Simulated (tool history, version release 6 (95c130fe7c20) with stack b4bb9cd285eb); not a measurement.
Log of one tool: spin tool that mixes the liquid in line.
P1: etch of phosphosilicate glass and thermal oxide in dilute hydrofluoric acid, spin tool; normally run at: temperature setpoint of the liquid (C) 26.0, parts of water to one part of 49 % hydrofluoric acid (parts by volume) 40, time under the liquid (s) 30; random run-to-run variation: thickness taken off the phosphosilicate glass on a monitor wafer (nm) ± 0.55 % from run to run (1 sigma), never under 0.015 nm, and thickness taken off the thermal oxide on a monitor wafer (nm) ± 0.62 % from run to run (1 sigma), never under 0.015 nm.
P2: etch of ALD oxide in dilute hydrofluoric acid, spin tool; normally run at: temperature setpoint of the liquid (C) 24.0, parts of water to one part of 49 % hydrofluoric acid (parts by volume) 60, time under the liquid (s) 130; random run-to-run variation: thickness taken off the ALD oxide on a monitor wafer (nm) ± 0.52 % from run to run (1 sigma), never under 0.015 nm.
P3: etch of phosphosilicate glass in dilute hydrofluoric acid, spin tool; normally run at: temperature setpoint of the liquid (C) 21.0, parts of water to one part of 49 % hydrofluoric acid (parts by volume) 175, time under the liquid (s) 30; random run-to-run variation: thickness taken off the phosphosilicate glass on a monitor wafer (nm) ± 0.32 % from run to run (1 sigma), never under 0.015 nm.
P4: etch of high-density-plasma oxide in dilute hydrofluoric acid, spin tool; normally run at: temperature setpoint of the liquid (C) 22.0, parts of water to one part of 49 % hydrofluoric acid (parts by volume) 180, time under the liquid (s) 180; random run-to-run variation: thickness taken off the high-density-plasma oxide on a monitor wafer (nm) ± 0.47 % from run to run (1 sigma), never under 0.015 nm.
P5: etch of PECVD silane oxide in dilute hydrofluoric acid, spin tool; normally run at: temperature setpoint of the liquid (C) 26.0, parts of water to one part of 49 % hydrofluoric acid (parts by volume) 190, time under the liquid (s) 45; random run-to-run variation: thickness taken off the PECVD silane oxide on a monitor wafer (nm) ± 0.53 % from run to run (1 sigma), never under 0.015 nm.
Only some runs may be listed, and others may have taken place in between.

run	hour	process that ran	temperature setpoint of the liquid (C)	parts of water to one part of 49 % hydrofluoric acid (parts by volume)	time under the liquid (s)	hours since the thermometer was replaced	hours since the hydrofluoric acid flow meter was replaced	thickness taken off the phosphosilicate glass on a monitor wafer (nm)	thickness taken off the thermal oxide on a monitor wafer (nm)	thickness taken off the ALD oxide on a monitor wafer (nm)	thickness taken off the PECVD silane oxide on a monitor wafer (nm)	thickness taken off the high-density-plasma oxide on a monitor wafer (nm)
1	12.8	P1	26.0	40	30	1407.8	445.0	102.110	3.9874			
2	22.8	P2	24.0	60	130	1417.8	455.0			34.8050		
3	35.0	P5	26.0	190	45	1430.0	467.2				8.1131	
4	42.9	P3	21.0	175	30	1437.9	475.1	20.391				
5	57.0	P2	24.0	60	35	1452.0	489.2			9.3918		
6	65.2	P1	31.0	40	30	1460.2	497.4	123.030	4.9557			
7	78.4	P1	26.0	25	30	1473.4	510.6	165.710	6.5961			
8	88.9	P1	19.0	40	50	1483.9	521.1	127.300	5.0196			
9	100.2	P3	21.0	35	30	1495.2	532.4	120.520				
10	113.8	P4	22.0	180	180	1508.8	546.0					4.2133
11	120.9	P1	26.0	40	30	1515.9	553.1	102.750	4.0029			
12	131.0	P3	21.0	175	65	1526.0	563.2	44.547				
13	138.5	P4	22.0	325	180	1533.5	570.7					2.0606
14	150.5	P5	20.0	190	45	1545.5	582.7				6.4852	
15	163.6	P2	24.0	100	130	1558.6	595.8			19.9690		
16	170.6	P5	26.0	190	45	1565.6	602.8				7.9933	
17	185.5	P4	22.0	180	340	1580.5	617.7					8.0488
18	194.5	P1	26.0	40	30	1589.5	626.7	101.810	4.0077			
19	210.4	P1	26.0	55	30	1605.4	642.6	71.910	2.9032			
# hour 214.7: thermometer replaced
20	226.1	P1	26.0	40	30	11.5	658.3	102.340	4.0188			
21	236.0	P3	26.5	175	30	21.4	668.2	25.330				
22	246.8	P3	21.0	175	30	32.2	679.0	20.470				
23	255.2	P5	26.0	190	20	40.6	687.4				3.6042	
24	263.5	P5	26.0	50	45	48.9	695.7				36.8750	
25	275.2	P1	26.0	40	30	60.6	707.4	102.420	4.0264			
26	288.9	P2	24.0	60	130	74.3	721.1			34.6800		
27	298.4	P2	29.5	60	130	83.8	730.6			43.4560		
28	310.3	P1	19.0	40	30	95.7	742.5	76.647	2.9370			
29	326.0	P4	29.5	180	180	111.4	758.2					5.5495
30	334.1	P1	26.0	40	60	119.5	766.3	203.910	8.0135			
31	349.7	P1	26.0	40	15	135.1	781.9	51.371	1.9671			
32	363.9	P1	26.0	40	30	149.3	796.1	102.780	4.0745			
33	371.7	P1	26.0	40	30	157.1	803.9	104.720	4.0932			
34	381.2	P1	26.0	40	30	166.6	813.4	106.690	4.2103			
35	396.8	P1	26.0	40	30	182.2	829.0	109.480	4.2661			
36	403.9	P1	26.0	40	30	189.3	836.1	109.820	4.3045			
37	416.2	P1	26.0	40	30	201.6	848.4	109.920	4.3160			
38	429.5	P1	26.0	40	30	214.9	861.7	111.580	4.4233			
39	443.3	P1	26.0	40	30	228.7	875.5	112.080	4.3716			
40	451.7	P1	26.0	40	30	237.1	883.9	111.880	4.4584			
41	464.4	P1	26.0	40	30	249.8	896.6	111.190	4.2940			
42	472.9	P1	26.0	40	30	258.3	905.1	111.570	4.3673			

Compared with where it was, what P1 gives has crept away. Each cause listed below fits the log as well as the rest, at the size given for it:
A: liquid hotter than its thermometer reads (K) = 2.22
B: hydrofluoric acid flow above the setpoint (%) = 8.89
Creep in the process output first set in at about hour 363.9.

The list below offers 4 check runs, each averaging the results of 2 wafers, and shows each result as a question mark. For which of them would the listed causes give clearly different results?
check 1	481.4	P5	21.0	80	45						?	
check 2	481.4	P4	27.0	295	180							?
check 3	481.4	P2	24.0	85	130					?		
check 4	481.4	P3	21.0	75	60			?				

What every check run would give for each of its results, assuming each possible cause in turn:
check	result	if A	if B
check 1	thickness taken off the PECVD silane oxide on a monitor wafer (nm)	19.7030	19.7450
check 2	thickness taken off the high-density-plasma oxide on a monitor wafer (nm)	2.9507	3.0621
check 3	thickness taken off the ALD oxide on a monitor wafer (nm)	25.9660	26.1190
check 4	thickness taken off the phosphosilicate glass on a monitor wafer (nm)	117.120	117.280
Per check, the gap between the least separated pair of causes, taken in the result that splits them most: check 1 0.22 %; check 2 3.7 %; check 3 0.59 %; check 4 0.14 %
The causes can be told apart only by check 2. The other checks would give nearly the same results under each of them.

After running check 2, the following was obtained: thickness taken off the high-density-plasma oxide on a monitor wafer (nm) 2.9681. Which cause does this point to?

A is the cause: liquid hotter than its thermometer reads (K).
